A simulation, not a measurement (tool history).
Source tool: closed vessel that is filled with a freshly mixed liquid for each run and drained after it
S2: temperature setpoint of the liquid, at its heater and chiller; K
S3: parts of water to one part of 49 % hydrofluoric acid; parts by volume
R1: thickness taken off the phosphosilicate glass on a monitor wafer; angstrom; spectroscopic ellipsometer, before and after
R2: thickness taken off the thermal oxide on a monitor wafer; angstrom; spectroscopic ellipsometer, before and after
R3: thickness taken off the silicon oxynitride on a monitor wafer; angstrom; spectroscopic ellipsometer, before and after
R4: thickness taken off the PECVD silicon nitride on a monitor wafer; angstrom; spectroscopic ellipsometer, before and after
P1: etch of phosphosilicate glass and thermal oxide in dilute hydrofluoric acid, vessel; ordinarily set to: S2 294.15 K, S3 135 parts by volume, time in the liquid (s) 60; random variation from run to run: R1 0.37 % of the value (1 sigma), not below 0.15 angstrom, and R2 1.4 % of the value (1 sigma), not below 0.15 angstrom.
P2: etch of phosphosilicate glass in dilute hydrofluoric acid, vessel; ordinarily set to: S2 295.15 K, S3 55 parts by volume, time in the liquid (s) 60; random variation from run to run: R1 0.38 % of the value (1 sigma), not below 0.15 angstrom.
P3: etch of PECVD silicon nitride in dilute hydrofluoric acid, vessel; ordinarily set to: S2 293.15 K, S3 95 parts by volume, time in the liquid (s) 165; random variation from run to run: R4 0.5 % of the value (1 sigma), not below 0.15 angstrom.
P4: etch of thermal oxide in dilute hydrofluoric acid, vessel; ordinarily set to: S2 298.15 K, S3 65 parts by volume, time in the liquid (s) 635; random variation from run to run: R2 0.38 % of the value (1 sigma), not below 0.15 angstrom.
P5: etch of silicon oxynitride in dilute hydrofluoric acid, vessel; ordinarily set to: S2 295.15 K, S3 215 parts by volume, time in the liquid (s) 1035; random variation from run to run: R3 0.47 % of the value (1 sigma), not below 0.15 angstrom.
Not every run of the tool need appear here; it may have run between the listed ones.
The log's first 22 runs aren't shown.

run 23 day=8.567 | process_that_ran=P4 S2=298.15 S3=95 time_in_the_liquid_(s)=635 | R2=303.01
run 24 day=8.95 | process_that_ran=P1 S2=299.15 S3=135 time_in_the_liquid_(s)=60 | R1=696.58 R2=21.917
run 25 day=9.471 | process_that_ran=P5 S2=295.15 S3=215 time_in_the_liquid_(s)=1035 | R3=112.87
run 26 day=9.771 | process_that_ran=P3 S2=293.15 S3=165 time_in_the_liquid_(s)=165 | R4=24.954
run 27 day=10.117 | process_that_ran=P4 S2=298.15 S3=65 time_in_the_liquid_(s)=635 | R2=459.4
run 28 day=10.558 | process_that_ran=P1 S2=294.15 S3=135 time_in_the_liquid_(s)=90 | R1=857.16 R2=27.773
run 29 day=10.933 | process_that_ran=P5 S2=290.15 S3=215 time_in_the_liquid_(s)=1035 | R3=89.127
run 30 day=11.258 | process_that_ran=P1 S2=290.15 S3=35 time_in_the_liquid_(s)=60 | R1=2083 R2=67.961
run 31 day=11.562 | process_that_ran=P4 S2=298.15 S3=65 time_in_the_liquid_(s)=115 | R2=83.548
run 32 day=12.092 | process_that_ran=P4 S2=290.15 S3=65 time_in_the_liquid_(s)=635 | R2=328.67
run 33 day=12.462 | process_that_ran=P1 S2=294.15 S3=135 time_in_the_liquid_(s)=60 | R1=572.14 R2=18.557

What will run 34 give?
run 34 day=12.942 | process_that_ran=P1 S2=294.15 S3=135 time_in_the_liquid_(s)=60 | R1=? R2=?

For run 34 the tool returned R1 596.28 angstrom, R2 18.958 angstrom.
